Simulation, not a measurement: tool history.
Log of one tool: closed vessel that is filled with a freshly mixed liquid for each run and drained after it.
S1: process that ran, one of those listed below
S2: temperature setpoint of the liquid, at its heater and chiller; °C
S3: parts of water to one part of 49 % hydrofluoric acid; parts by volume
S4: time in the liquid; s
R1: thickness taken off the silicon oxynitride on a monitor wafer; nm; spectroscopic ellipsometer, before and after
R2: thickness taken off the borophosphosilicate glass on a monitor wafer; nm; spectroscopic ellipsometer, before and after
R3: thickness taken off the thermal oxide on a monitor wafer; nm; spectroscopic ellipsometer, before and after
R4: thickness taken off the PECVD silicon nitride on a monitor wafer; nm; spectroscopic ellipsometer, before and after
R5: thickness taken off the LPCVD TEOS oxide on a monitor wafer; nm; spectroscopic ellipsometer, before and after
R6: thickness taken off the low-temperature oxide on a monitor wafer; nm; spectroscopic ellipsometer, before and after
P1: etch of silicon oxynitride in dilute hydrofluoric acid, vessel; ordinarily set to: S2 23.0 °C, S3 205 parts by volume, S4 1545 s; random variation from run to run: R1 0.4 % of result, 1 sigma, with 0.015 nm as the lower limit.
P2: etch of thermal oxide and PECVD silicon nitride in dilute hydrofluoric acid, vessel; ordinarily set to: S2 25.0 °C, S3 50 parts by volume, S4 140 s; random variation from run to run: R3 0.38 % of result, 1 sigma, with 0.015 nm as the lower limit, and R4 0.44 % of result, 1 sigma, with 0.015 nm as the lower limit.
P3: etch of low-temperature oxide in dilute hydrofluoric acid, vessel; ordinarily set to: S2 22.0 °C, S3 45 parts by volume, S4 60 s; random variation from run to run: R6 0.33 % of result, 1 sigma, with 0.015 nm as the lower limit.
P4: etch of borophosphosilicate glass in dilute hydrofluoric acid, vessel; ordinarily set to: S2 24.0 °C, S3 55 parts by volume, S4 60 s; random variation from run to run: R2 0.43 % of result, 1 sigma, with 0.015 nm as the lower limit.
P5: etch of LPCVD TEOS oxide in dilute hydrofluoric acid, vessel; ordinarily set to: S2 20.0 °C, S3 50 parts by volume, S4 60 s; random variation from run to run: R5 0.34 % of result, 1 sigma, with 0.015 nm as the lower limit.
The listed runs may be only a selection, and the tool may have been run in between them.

run,hour,S1,S2,S3,S4,R1,R2,R3,R4,R5,R6
1,3.3,P1,23.0,205,1545,9.6033,,,,,
2,7.9,P4,32.0,55,60,,76.476,,,,
3,10.8,P2,25.0,50,55,,,5.6770,2.2556,,
4,15.7,P5,20.0,50,60,,,,,18.585,
5,19.3,P1,30.5,355,1545,6.8187,,,,,
6,22.2,P1,23.0,360,1545,4.9266,,,,,
7,26.0,P1,23.0,205,1545,9.6050,,,,,
8,31.2,P1,23.0,205,375,2.3265,,,,,
9,36.1,P4,24.0,55,110,,101.950,,,,
10,40.7,P3,22.0,45,60,,,,,,46.922
11,47.2,P4,24.0,55,60,,55.934,,,,
12,52.1,P1,17.0,205,1545,7.2773,,,,,
13,56.0,P2,19.0,50,140,,,11.1440,3.7990,,
14,60.1,P1,23.0,55,1545,40.2660,,,,,
15,65.9,P2,25.0,50,140,,,14.3550,5.6903,,
16,68.9,P1,23.0,205,1545,9.6589,,,,,
17,71.8,P1,31.0,205,1545,13.5930,,,,,
18,75.6,P5,17.0,50,60,,,,,16.186,
19,78.7,P5,20.0,25,60,,,,,38.040,
20,84.3,P3,28.5,45,60,,,,,,60.968
21,89.1,P1,31.0,355,1545,6.8875,,,,,
22,94.3,P4,24.0,95,60,,30.725,,,,
23,99.1,P2,25.0,80,140,,,8.7059,3.5790,,
24,102.8,P5,20.0,50,110,,,,,33.883,
25,107.3,P1,23.0,205,1545,9.5973,,,,,
26,111.4,P3,22.0,45,60,,,,,,46.714
27,117.4,P1,23.0,205,2555,15.8990,,,,,
28,121.9,P1,23.0,205,1545,9.6213,,,,,
29,127.8,P3,22.0,45,105,,,,,,81.740
30,132.7,P3,22.0,80,60,,,,,,25.022
31,138.2,P1,29.0,115,1545,24.3020,,,,,
32,143.7,P1,23.0,205,1545,9.6287,,,,,
33,147.2,P1,23.0,205,1545,9.5941,,,,,
34,150.3,P1,23.0,205,1545,9.7585,,,,,
35,156.8,P1,23.0,205,1545,9.9778,,,,,
36,160.8,P1,23.0,205,1545,10.0290,,,,,
37,166.0,P1,23.0,205,1545,10.1930,,,,,
38,172.5,P1,23.0,205,1545,10.1570,,,,,
39,175.4,P1,23.0,205,1545,10.3060,,,,,
40,180.8,P1,23.0,205,1545,10.3570,,,,,
41,187.2,P1,23.0,205,1545,10.3610,,,,,
42,193.8,P1,23.0,205,1545,10.3780,,,,,

What will run 43 give?
43,198.0,P1,23.0,205,1545,?,,,,,

For run 43 the tool returned R1 10.4120 nm.
